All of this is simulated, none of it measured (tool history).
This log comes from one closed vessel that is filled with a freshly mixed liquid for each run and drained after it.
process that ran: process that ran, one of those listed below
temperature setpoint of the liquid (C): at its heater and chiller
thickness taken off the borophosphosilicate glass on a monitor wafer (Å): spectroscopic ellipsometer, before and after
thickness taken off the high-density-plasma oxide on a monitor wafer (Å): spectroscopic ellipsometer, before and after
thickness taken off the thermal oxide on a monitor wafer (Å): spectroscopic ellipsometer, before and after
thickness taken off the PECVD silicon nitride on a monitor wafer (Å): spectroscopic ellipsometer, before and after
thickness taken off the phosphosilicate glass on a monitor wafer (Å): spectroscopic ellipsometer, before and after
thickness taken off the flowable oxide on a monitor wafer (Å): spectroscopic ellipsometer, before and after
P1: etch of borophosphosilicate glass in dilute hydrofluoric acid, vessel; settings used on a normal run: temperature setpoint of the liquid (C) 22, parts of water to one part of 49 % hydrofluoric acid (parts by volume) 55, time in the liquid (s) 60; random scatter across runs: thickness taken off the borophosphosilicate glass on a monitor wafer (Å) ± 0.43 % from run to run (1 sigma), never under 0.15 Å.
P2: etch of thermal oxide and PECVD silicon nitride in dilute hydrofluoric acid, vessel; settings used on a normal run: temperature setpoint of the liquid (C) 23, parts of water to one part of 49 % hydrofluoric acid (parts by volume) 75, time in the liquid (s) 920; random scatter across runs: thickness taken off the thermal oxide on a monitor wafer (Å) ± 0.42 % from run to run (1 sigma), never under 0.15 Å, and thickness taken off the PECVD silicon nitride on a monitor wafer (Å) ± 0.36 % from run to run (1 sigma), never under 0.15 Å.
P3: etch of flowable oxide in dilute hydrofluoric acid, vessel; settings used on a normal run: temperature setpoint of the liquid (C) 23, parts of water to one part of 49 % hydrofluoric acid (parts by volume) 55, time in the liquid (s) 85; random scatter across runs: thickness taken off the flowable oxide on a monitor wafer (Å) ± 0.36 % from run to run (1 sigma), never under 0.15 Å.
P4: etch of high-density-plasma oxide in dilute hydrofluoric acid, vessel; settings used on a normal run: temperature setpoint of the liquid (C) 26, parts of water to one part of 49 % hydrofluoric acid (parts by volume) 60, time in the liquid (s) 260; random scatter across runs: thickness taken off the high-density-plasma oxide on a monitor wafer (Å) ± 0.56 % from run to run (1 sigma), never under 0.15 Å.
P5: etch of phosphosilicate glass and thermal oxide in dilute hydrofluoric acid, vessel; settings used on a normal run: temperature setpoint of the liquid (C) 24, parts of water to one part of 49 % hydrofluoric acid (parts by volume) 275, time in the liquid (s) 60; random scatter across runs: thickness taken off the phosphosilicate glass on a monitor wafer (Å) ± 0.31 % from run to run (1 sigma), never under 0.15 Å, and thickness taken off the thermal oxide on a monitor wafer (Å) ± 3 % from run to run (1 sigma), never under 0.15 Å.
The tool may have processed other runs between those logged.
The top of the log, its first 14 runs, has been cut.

run   hour  process that ran  temperature setpoint of the liquid (C)  parts of water to one part of 49 % hydrofluoric acid (parts by volume)  time in the liquid (s)  thickness taken off the borophosphosilicate glass on a monitor wafer (Å)  thickness taken off the high-density-plasma oxide on a monitor wafer (Å)  thickness taken off the thermal oxide on a monitor wafer (Å)  thickness taken off the PECVD silicon nitride on a monitor wafer (Å)  thickness taken off the phosphosilicate glass on a monitor wafer (Å)  thickness taken off the flowable oxide on a monitor wafer (Å)
 15  112.7                P3                                      23                                                                      55                      85                                                                                                                                                                                                                                                                                                                                                                                                                       479.99
 16  118.5                P3                                      23                                                                      55                     150                                                                                                                                                                                                                                                                                                                                                                                                                       851.77
 17  125.2                P5                                      24                                                                     275                      95                                                                                                                                                                                                            13.099                                                                                                                                      169.22
 18  134.4                P1                                      17                                                                      55                      60                                                                    334.86
 19  142.5                P3                                    31.5                                                                      55                      85                                                                                                                                                                                                                                                                                                                                                                                                                       674.47
 20  149.6                P1                                      22                                                                      80                      60                                                                    277.74
 21  159.7                P5                                      24                                                                     275                      60                                                                                                                                                                                                            8.0273                                                                                                                                      107.57
 22  164.9                P2                                      23                                                                      75                     920                                                                                                                                                                                                            577.06                                                                460.19
 23  169.9                P1                                      22                                                                      55                      60                                                                    417.62
 24  175.8                P1                                      22                                                                      55                      60                                                                    415.88
 25  186.8                P4                                      26                                                                      60                     260                                                                                                                                              423.58
 26    193                P3                                      23                                                                     105                      85                                                                                                                                                                                                                                                                                                                                                                                                                       237.01
 27    203                P1                                      27                                                                      55                      60                                                                     508.4
 28  210.3                P1                                      22                                                                      55                     100                                                                    694.83
 29  215.4                P2                                      23                                                                      75                      50                                                                                                                                                                                                            31.586                                                                25.113
 30  222.4                P1                                      22                                                                      55                      60                                                                    416.14
 31  230.2                P1                                      22                                                                      55                      60                                                                    430.41
 32    239                P1                                      22                                                                      55                      60                                                                    442.16
 33  245.7                P1                                      22                                                                      55                      60                                                                    443.06

Run 34, settings as shown, results not yet in. Your forecast:
 34  251.4                P1                                      22                                                                      55                      60                                                                         ?

thickness taken off the borophosphosilicate glass on a monitor wafer (Å): 445.93
